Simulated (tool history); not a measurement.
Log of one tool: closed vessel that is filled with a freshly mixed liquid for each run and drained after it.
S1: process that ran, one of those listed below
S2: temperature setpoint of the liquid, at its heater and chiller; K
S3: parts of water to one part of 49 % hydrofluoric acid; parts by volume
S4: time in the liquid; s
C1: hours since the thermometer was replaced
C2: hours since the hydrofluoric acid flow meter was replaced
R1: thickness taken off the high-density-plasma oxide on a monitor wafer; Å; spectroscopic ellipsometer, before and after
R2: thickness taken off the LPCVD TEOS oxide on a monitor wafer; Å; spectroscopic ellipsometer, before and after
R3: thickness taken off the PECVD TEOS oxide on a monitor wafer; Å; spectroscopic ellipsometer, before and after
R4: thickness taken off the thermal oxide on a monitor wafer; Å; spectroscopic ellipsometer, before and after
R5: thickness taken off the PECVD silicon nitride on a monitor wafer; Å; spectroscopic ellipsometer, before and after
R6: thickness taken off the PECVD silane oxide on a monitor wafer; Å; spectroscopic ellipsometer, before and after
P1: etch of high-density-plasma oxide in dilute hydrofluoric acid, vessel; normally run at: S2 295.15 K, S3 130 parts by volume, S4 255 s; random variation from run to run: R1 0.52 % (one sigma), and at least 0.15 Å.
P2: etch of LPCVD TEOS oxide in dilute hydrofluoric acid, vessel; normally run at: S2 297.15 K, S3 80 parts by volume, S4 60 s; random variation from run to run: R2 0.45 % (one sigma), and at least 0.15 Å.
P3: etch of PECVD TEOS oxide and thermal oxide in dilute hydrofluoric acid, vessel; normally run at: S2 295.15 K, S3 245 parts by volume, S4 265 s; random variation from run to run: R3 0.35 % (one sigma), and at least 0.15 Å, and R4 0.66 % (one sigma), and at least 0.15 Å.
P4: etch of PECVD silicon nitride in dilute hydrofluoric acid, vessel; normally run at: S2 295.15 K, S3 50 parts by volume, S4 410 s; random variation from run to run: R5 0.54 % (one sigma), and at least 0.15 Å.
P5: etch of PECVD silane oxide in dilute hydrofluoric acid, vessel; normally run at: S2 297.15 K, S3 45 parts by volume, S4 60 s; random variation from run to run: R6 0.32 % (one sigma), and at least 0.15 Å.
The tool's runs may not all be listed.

run,hour,S1,S2,S3,S4,C1,C2,R1,R2,R3,R4,R5,R6
1,12.2,P1,295.15,130,255,588.9,1448.5,88.066,,,,,
2,17.6,P2,290.15,80,60,594.3,1453.9,,99.508,,,,
3,27.9,P3,295.15,245,265,604.6,1464.2,,,89.851,40.661,,
4,37.7,P4,295.15,50,410,614.4,1474.0,,,,,120.730,
5,49.0,P1,291.15,130,255,625.7,1485.3,74.746,,,,,
6,61.2,P5,304.65,45,60,637.9,1497.5,,,,,,682.23
7,71.6,P5,297.15,20,60,648.3,1507.9,,,,,,1184.80
8,83.0,P4,295.15,50,410,659.7,1519.3,,,,,120.000,
9,93.3,P3,290.15,245,265,670.0,1529.6,,,73.736,33.976,,
10,102.9,P2,297.15,80,60,679.6,1539.2,,133.090,,,,
11,108.7,P2,297.15,20,60,685.4,1545.0,,576.580,,,,
12,120.1,P1,295.15,130,255,696.8,1556.4,88.037,,,,,
13,128.4,P5,297.15,45,60,705.1,1564.7,,,,,,506.22
14,137.8,P3,295.15,125,265,714.5,1574.1,,,200.790,90.434,,
15,144.2,P3,295.15,245,530,720.9,1580.5,,,179.560,81.197,,
16,152.7,P5,297.15,45,85,729.4,1589.0,,,,,,715.13
17,162.4,P1,295.15,130,40,739.1,1598.7,13.985,,,,,
18,170.5,P1,299.65,130,60,747.2,1606.8,24.632,,,,,
19,181.3,P4,295.15,50,165,758.0,1617.6,,,,,49.041,
20,189.4,P1,295.15,130,255,766.1,1625.7,87.767,,,,,
21,196.4,P5,297.15,45,60,773.1,1632.7,,,,,,508.22
22,202.3,P1,295.15,130,255,779.0,1638.6,87.510,,,,,
23,213.5,P1,295.15,130,400,790.2,1649.8,138.840,,,,,
24,221.4,P1,303.15,130,255,798.1,1657.7,119.170,,,,,
25,228.3,P4,295.15,90,410,805.0,1664.6,,,,,67.000,
26,234.3,P1,295.15,65,255,811.0,1670.6,191.340,,,,,
27,246.8,P4,290.15,50,410,823.5,1683.1,,,,,84.288,
28,257.6,P2,297.15,80,115,834.3,1693.9,,255.800,,,,
29,267.8,P1,295.15,180,255,844.5,1704.1,60.596,,,,,
30,280.3,P1,295.15,130,255,857.0,1716.6,88.459,,,,,
31,288.5,P1,295.15,130,255,865.2,1724.8,91.698,,,,,
32,298.7,P1,295.15,130,255,875.4,1735.0,92.074,,,,,
33,306.1,P1,295.15,130,255,882.8,1742.4,92.977,,,,,
34,311.6,P1,295.15,130,255,888.3,1747.9,91.967,,,,,
35,318.1,P1,295.15,130,255,894.8,1754.4,93.286,,,,,
36,324.2,P1,295.15,130,255,900.9,1760.5,93.047,,,,,

What P1 gives has crept away from where it was. These 2 causes fit the log equally well, each at the size given:
A: liquid hotter than its thermometer reads (K) = 1.43
B: hydrofluoric acid flow above the setpoint (%) = 5.03
The creep began at about hour 280.3.

4 check runs are offered, one wafer each, their results left as question marks. Which one tells the causes apart?
check 1,330.3,P4,295.15,85,410,,,,,,,?,
check 2,330.3,P3,291.65,245,475,,,,,?,?,,
check 3,330.3,P2,297.15,80,100,,,,?,,,,
check 4,330.3,P5,300.65,45,85,,,,,,,,?

What each check would give under each cause:
check,result,if A,if B
check 1,R5,78.383,74.730
check 2,R3,148.590,149.410
check 2,R4,67.399,67.767
check 3,R2,234.990,234.240
check 4,R6,875.73,871.50
How far apart the two closest causes lie, in the result that separates them most: check 1 4.77 %; check 2 0.55 %; check 3 0.32 %; check 4 0.48 %
Only check 1 tells the causes apart: in the others they would give nearly the same result.

Then check 1 was run and gave: R5 78.979 Å. Which cause is it?

It is A: liquid hotter than its thermometer reads (K).
